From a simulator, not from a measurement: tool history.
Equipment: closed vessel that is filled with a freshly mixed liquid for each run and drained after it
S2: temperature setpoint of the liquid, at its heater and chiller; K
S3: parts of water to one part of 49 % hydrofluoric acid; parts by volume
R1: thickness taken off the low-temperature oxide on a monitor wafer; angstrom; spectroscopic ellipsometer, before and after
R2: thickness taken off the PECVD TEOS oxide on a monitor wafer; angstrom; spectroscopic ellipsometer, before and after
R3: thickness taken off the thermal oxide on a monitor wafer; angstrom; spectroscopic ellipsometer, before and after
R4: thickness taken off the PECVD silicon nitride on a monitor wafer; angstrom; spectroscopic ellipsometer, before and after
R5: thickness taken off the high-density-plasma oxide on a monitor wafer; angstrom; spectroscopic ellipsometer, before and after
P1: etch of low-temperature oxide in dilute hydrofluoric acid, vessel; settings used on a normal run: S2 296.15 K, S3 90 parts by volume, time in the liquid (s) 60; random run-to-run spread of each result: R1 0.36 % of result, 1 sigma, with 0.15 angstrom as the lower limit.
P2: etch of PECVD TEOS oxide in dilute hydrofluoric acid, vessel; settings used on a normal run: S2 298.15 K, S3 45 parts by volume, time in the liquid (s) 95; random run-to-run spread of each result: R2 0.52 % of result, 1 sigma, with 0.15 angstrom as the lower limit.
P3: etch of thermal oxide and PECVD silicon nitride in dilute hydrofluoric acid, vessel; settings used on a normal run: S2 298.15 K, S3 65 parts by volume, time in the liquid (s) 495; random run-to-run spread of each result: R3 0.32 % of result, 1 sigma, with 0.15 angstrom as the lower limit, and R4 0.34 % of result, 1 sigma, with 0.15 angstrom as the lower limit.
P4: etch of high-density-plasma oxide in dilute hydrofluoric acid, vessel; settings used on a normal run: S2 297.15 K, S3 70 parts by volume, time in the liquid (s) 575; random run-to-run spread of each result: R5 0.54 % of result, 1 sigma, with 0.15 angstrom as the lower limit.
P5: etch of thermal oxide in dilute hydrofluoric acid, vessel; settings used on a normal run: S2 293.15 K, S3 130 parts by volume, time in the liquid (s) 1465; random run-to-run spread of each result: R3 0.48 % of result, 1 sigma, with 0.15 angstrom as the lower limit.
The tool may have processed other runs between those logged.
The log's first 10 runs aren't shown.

Run 11, day 1.925: process that ran P1, S2 303.15 K, S3 90 parts by volume, time in the liquid (s) 85. Result: R1 235.32 angstrom.
Run 12, day 2.221: process that ran P1, S2 296.15 K, S3 90 parts by volume, time in the liquid (s) 60. Result: R1 126.31 angstrom.
Run 13, day 2.433: process that ran P1, S2 296.15 K, S3 90 parts by volume, time in the liquid (s) 60. Result: R1 126.89 angstrom.
Run 14, day 2.683: process that ran P2, S2 298.15 K, S3 45 parts by volume, time in the liquid (s) 145. Result: R2 311.04 angstrom.
Run 15, day 2.942: process that ran P4, S2 302.15 K, S3 70 parts by volume, time in the liquid (s) 575. Result: R5 583.67 angstrom.
Run 16, day 3.208: process that ran P4, S2 297.15 K, S3 70 parts by volume, time in the liquid (s) 155. Result: R5 130.29 angstrom.
Run 17, day 3.467: process that ran P1, S2 296.15 K, S3 90 parts by volume, time in the liquid (s) 35. Result: R1 74.252 angstrom.
Run 18, day 3.725: process that ran P5, S2 293.15 K, S3 235 parts by volume, time in the liquid (s) 1465. Result: R3 220.57 angstrom.
Run 19, day 3.921: process that ran P1, S2 296.15 K, S3 90 parts by volume, time in the liquid (s) 60. Result: R1 126.92 angstrom.
Run 20, day 4.142: process that ran P5, S2 296.65 K, S3 130 parts by volume, time in the liquid (s) 1465. Result: R3 505.44 angstrom.
Run 21, day 4.296: process that ran P5, S2 293.15 K, S3 130 parts by volume, time in the liquid (s) 2615. Result: R3 790.38 angstrom.
Run 22, day 4.471: process that ran P5, S2 293.15 K, S3 130 parts by volume, time in the liquid (s) 1465. Result: R3 440.65 angstrom.
Run 23, day 4.638: process that ran P1, S2 296.15 K, S3 90 parts by volume, time in the liquid (s) 60. Result: R1 127.24 angstrom.
Run 24, day 4.908: process that ran P1, S2 296.15 K, S3 145 parts by volume, time in the liquid (s) 60. Result: R1 73.641 angstrom.
Run 25, day 5.062: process that ran P1, S2 304.15 K, S3 90 parts by volume, time in the liquid (s) 60. Result: R1 173.13 angstrom.
Run 26, day 5.296: process that ran P3, S2 298.15 K, S3 65 parts by volume, time in the liquid (s) 710. Result: R3 551.35 angstrom, R4 512.25 angstrom.
Run 27, day 5.508: process that ran P1, S2 296.15 K, S3 90 parts by volume, time in the liquid (s) 100. Result: R1 212.35 angstrom.
Run 28, day 5.733: process that ran P4, S2 297.15 K, S3 70 parts by volume, time in the liquid (s) 575. Result: R5 475.71 angstrom.
Run 29, day 5.892: process that ran P1, S2 302.65 K, S3 160 parts by volume, time in the liquid (s) 60. Result: R1 83.468 angstrom.

For run 30, what comes out?
Run 30, day 6.108: process that ran P3, S2 306.15 K, S3 65 parts by volume, time in the liquid (s) 495. Result: R3 ?, R4 ?.

For run 30 the tool returned R3 526.88 angstrom, R4 601.71 angstrom.
